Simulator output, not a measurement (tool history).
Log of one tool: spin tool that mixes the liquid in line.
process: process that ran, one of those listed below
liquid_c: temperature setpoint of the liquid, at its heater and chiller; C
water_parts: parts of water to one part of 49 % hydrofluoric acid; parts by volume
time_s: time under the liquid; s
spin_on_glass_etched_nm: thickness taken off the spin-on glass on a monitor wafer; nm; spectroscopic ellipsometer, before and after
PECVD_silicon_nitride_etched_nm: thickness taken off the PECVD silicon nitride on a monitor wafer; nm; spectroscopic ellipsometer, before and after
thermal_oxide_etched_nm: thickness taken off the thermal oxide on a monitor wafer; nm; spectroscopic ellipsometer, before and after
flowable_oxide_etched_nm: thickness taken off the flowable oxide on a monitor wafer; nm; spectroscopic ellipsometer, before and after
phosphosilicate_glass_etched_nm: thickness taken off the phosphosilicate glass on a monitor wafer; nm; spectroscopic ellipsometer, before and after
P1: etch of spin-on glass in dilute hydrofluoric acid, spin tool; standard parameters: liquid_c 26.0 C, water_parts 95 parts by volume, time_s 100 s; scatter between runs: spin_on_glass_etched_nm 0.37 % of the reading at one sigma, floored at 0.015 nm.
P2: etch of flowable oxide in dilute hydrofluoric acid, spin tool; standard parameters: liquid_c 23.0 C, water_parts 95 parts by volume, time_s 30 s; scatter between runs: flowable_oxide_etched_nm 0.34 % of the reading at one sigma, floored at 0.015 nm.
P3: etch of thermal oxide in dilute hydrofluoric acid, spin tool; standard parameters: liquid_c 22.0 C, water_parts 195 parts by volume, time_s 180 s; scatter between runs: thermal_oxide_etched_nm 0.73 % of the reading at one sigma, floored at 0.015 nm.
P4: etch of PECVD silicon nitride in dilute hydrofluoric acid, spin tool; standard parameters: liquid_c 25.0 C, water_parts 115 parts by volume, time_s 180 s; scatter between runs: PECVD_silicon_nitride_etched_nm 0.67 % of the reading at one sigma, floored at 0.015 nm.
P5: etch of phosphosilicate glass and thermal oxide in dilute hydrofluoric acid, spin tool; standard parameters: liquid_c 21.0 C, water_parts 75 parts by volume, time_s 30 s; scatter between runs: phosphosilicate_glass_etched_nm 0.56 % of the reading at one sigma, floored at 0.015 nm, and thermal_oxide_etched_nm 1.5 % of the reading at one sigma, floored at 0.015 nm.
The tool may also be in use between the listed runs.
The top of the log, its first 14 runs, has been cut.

| run | hour | process | liquid_c | water_parts | time_s | hours since the thermometer was replaced | hours since the hydrofluoric acid flow meter was replaced | spin_on_glass_etched_nm | PECVD_silicon_nitride_etched_nm | thermal_oxide_etched_nm | flowable_oxide_etched_nm | phosphosilicate_glass_etched_nm |
|---|---|---|---|---|---|---|---|---|---|---|---|---|
| 15 | 194.8 | P1 | 26.0 | 95 | 100 | 1389.9 | 496.7 | 30.798 |  |  |  |  |
| 16 | 203.6 | P1 | 26.0 | 30 | 100 | 1398.7 | 505.5 | 106.510 |  |  |  |  |
| 17 | 218.9 | P2 | 23.0 | 95 | 50 | 1414.0 | 520.8 |  |  |  | 14.1340 |  |
| 18 | 234.1 | P3 | 22.0 | 25 | 180 | 1429.2 | 536.0 |  |  | 34.69100 |  |  |
| 19 | 251.1 | P5 | 21.0 | 75 | 30 | 1446.2 | 553.0 |  |  | 1.63230 |  | 24.688 |
| 20 | 263.9 | P1 | 26.0 | 95 | 40 | 1459.0 | 565.8 | 12.280 |  |  |  |  |
| 21 | 278.9 | P5 | 21.0 | 75 | 15 | 1474.0 | 580.8 |  |  | 0.83418 |  | 12.325 |
| 22 | 294.4 | P4 | 20.0 | 115 | 180 | 1489.5 | 596.3 |  | 3.2933 |  |  |  |
| 23 | 310.8 | P1 | 26.0 | 95 | 100 | 1505.9 | 612.7 | 30.736 |  |  |  |  |
| 24 | 325.5 | P1 | 26.0 | 95 | 100 | 1520.6 | 627.4 | 30.682 |  |  |  |  |

Predict the results of run 25:
| 25 | 342.6 | P2 | 23.0 | 40 | 30 | 1537.7 | 644.5 |  |  |  | ? |  |

flowable_oxide_etched_nm: 21.7490 nm

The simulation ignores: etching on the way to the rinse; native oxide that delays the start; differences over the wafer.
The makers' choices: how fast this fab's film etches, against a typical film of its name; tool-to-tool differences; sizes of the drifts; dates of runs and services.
